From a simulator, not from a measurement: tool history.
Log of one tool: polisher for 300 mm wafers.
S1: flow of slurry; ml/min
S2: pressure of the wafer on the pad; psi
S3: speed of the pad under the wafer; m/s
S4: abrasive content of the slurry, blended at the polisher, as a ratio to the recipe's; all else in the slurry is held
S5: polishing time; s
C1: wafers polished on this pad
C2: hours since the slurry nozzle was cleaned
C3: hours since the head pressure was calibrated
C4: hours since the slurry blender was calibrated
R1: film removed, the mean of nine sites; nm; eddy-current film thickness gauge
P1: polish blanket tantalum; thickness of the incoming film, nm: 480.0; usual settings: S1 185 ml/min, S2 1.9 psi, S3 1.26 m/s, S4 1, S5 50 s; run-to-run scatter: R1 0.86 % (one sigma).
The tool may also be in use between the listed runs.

| run | hour | S1 | S2 | S3 | S4 | S5 | C1 | C2 | C3 | C4 | R1 |
|---|---|---|---|---|---|---|---|---|---|---|---|
| 1 | 12.5 | 185 | 1.9 | 1.26 | 1 | 50 | 557 | 222.7 | 669.4 | 267.1 | 103.2 |
| 2 | 25.7 | 185 | 1.9 | 1.26 | 1 | 50 | 697 | 235.9 | 682.6 | 280.3 | 103.2 |
| 3 | 32.8 | 185 | 1.9 | 0.62 | 1 | 50 | 773 | 243 | 689.7 | 287.4 | 50.883 |
| 4 | 45.2 | 185 | 1.9 | 1.26 | 1 | 50 | 905 | 255.4 | 702.1 | 299.8 | 104.4 |
| 5 | 55 | 185 | 1.9 | 1.26 | 1 | 25 | 1009 | 265.2 | 711.9 | 309.6 | 51.772 |
| 6 | 65.2 | 185 | 1.9 | 1.26 | 1 | 50 | 1118 | 275.4 | 722.1 | 319.8 | 103.65 |
| 7 | 74.7 | 185 | 1.2 | 1.26 | 1.35 | 50 | 1219 | 284.9 | 731.6 | 329.3 | 70.737 |
| 8 | 89.8 | 185 | 1.9 | 1.26 | 1 | 50 | 1380 | 300 | 746.7 | 344.4 | 102.73 |
| 9 | 105.2 | 185 | 2.8 | 1.26 | 1 | 50 | 1544 | 315.4 | 762.1 | 359.8 | 152.05 |
| 10 | 115.9 | 185 | 1.9 | 1.26 | 1 | 79 | 1657 | 326.1 | 772.8 | 370.5 | 163.65 |
|  | 117.1 | slurry blender recalibrated |
| 11 | 125.5 | 110 | 1.9 | 1.26 | 1 | 50 | 1760 | 335.7 | 782.4 | 8.5 | 94.302 |
| 12 | 139.8 | 185 | 1 | 1.26 | 1 | 50 | 1912 | 350 | 796.7 | 22.8 | 54.379 |
| 13 | 151.2 | 185 | 1.9 | 1.26 | 1 | 50 | 2033 | 361.4 | 808.1 | 34.2 | 104.51 |
| 14 | 160.2 | 285 | 1.9 | 1.26 | 1 | 50 | 2129 | 370.4 | 817.1 | 43.2 | 108.51 |
| 15 | 175.3 | 185 | 1.9 | 1.26 | 0.5 | 50 | 2290 | 385.5 | 832.2 | 58.3 | 81.165 |
| 16 | 191.3 | 185 | 1.9 | 1.78 | 1 | 50 | 2460 | 401.5 | 848.2 | 74.3 | 147.38 |

The next listed run, before its measurement:
| 17 | 201.8 | 185 | 1.9 | 1.26 | 1.25 | 50 | 2572 | 412 | 858.7 | 84.8 | ? |

{"run 17": {"R1": 108.59}}
